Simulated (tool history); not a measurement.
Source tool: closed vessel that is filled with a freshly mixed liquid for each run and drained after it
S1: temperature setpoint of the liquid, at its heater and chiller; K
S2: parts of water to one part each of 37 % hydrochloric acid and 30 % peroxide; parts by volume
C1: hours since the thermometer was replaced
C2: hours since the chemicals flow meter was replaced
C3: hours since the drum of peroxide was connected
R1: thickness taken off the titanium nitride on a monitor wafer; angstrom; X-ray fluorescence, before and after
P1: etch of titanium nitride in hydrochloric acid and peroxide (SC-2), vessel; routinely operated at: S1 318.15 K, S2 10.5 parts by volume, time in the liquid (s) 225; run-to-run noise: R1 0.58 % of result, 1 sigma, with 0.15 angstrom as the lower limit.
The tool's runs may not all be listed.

run 1 day=0.767 | S1=318.15 S2=10.5 time_in_the_liquid_(s)=225 | C1=681.9 C2=531.8 C3=624.4 | R1=45.48
run 2 day=1.3 | S1=318.15 S2=10.5 time_in_the_liquid_(s)=225 | C1=694.7 C2=544.6 C3=637.2 | R1=45.336
run 3 day=2.008 | S1=318.15 S2=10.5 time_in_the_liquid_(s)=390 | C1=711.7 C2=561.6 C3=654.2 | R1=79.214
run 4 day=2.658 | S1=318.15 S2=10.5 time_in_the_liquid_(s)=30 | C1=727.3 C2=577.2 C3=669.8 | R1=6.0267
run 5 day=3.129 | S1=334.15 S2=10.5 time_in_the_liquid_(s)=225 | C1=738.6 C2=588.5 C3=681.1 | R1=130.53
run 6 day=3.854 | S1=310.65 S2=10.5 time_in_the_liquid_(s)=60 | C1=756 C2=605.9 C3=698.5 | R1=7.0398
run 7 day=4.25 | S1=308.15 S2=10.5 time_in_the_liquid_(s)=225 | C1=765.5 C2=615.4 C3=708 | R1=22.329
run 8 day=4.738 | S1=318.15 S2=10.5 time_in_the_liquid_(s)=225 | C1=777.2 C2=627.1 C3=719.7 | R1=45.413
run 9 day=5.188 | S1=318.15 S2=4 time_in_the_liquid_(s)=225 | C1=788 C2=637.9 C3=730.5 | R1=93.778
run 10 day=5.771 | S1=318.15 S2=10.5 time_in_the_liquid_(s)=225 | C1=802 C2=651.9 C3=744.5 | R1=45.976
run 11 day=6.225 | S1=318.15 S2=18.5 time_in_the_liquid_(s)=225 | C1=812.9 C2=662.8 C3=755.4 | R1=27.896
run 12 day=6.875 | S1=318.15 S2=10.5 time_in_the_liquid_(s)=225 | C1=828.5 C2=678.4 C3=771 | R1=46.128
run 13 day=7.304 | S1=318.15 S2=10.5 time_in_the_liquid_(s)=225 | C1=838.8 C2=688.7 C3=781.3 | R1=46.441
run 14 day=7.883 | S1=318.15 S2=10.5 time_in_the_liquid_(s)=225 | C1=852.7 C2=702.6 C3=795.2 | R1=47.38
run 15 day=8.362 | S1=318.15 S2=10.5 time_in_the_liquid_(s)=225 | C1=864.2 C2=714.1 C3=806.7 | R1=48.111
run 16 day=9.054 | S1=318.15 S2=10.5 time_in_the_liquid_(s)=225 | C1=880.8 C2=730.7 C3=823.3 | R1=48.618
run 17 day=9.425 | S1=318.15 S2=10.5 time_in_the_liquid_(s)=225 | C1=889.7 C2=739.6 C3=832.2 | R1=48.886
run 18 day=9.904 | S1=318.15 S2=10.5 time_in_the_liquid_(s)=225 | C1=901.2 C2=751.1 C3=843.7 | R1=49.448
run 19 day=10.679 | S1=318.15 S2=10.5 time_in_the_liquid_(s)=225 | C1=919.8 C2=769.7 C3=862.3 | R1=48.922
run 20 day=11.221 | S1=318.15 S2=10.5 time_in_the_liquid_(s)=225 | C1=932.8 C2=782.7 C3=875.3 | R1=48.702
run 21 day=11.617 | S1=318.15 S2=10.5 time_in_the_liquid_(s)=225 | C1=942.3 C2=792.2 C3=884.8 | R1=49.398

Compared with where it was, what P1 gives has crept away. Each cause listed below fits the log as well as the rest, at the size given for it:
A: chemicals flow above the setpoint (%) = 9.72
B: liquid hotter than its thermometer reads (K) = 1.13
The drift started at roughly day 6.875.
Excluded causes, each with its reason:
peroxide weaker than its label (%): limited to 8, which would change R1 by -7.4 %, either short of the creep or opposite in sign

4 check runs are offered, each on 5 wafers whose results are averaged, their results left as question marks. Which one tells the causes apart?
run check 1 day=12.012 | S1=318.15 S2=18 time_in_the_liquid_(s)=225 | R1=?
run check 2 day=12.012 | S1=309.65 S2=10.5 time_in_the_liquid_(s)=30 | R1=?
run check 3 day=12.012 | S1=330.65 S2=10.5 time_in_the_liquid_(s)=225 | R1=?
run check 4 day=12.012 | S1=311.15 S2=4 time_in_the_liquid_(s)=225 | R1=?

What every check run would give for each of its results, assuming each possible cause in turn:
check=check_1 result=R1 if_A=30.934 if_B=30.759
check=check_2 result=R1 if_A=3.5981 if_B=3.6141
check=check_3 result=R1 if_A=112.55 if_B=111.92
check=check_4 result=R1 if_A=61.631 if_B=62.887
Per-check spread between the two closest causes, in the result where they differ most: check 1 0.57 %; check 2 0.44 %; check 3 0.56 %; check 4 2.02 %
Check 4 tells the causes apart: in the others they would give nearly the same result.

Running check 4 produced the following: R1 61.889 angstrom. Which one of the listed causes fits?

It was cause A: chemicals flow above the setpoint (%).
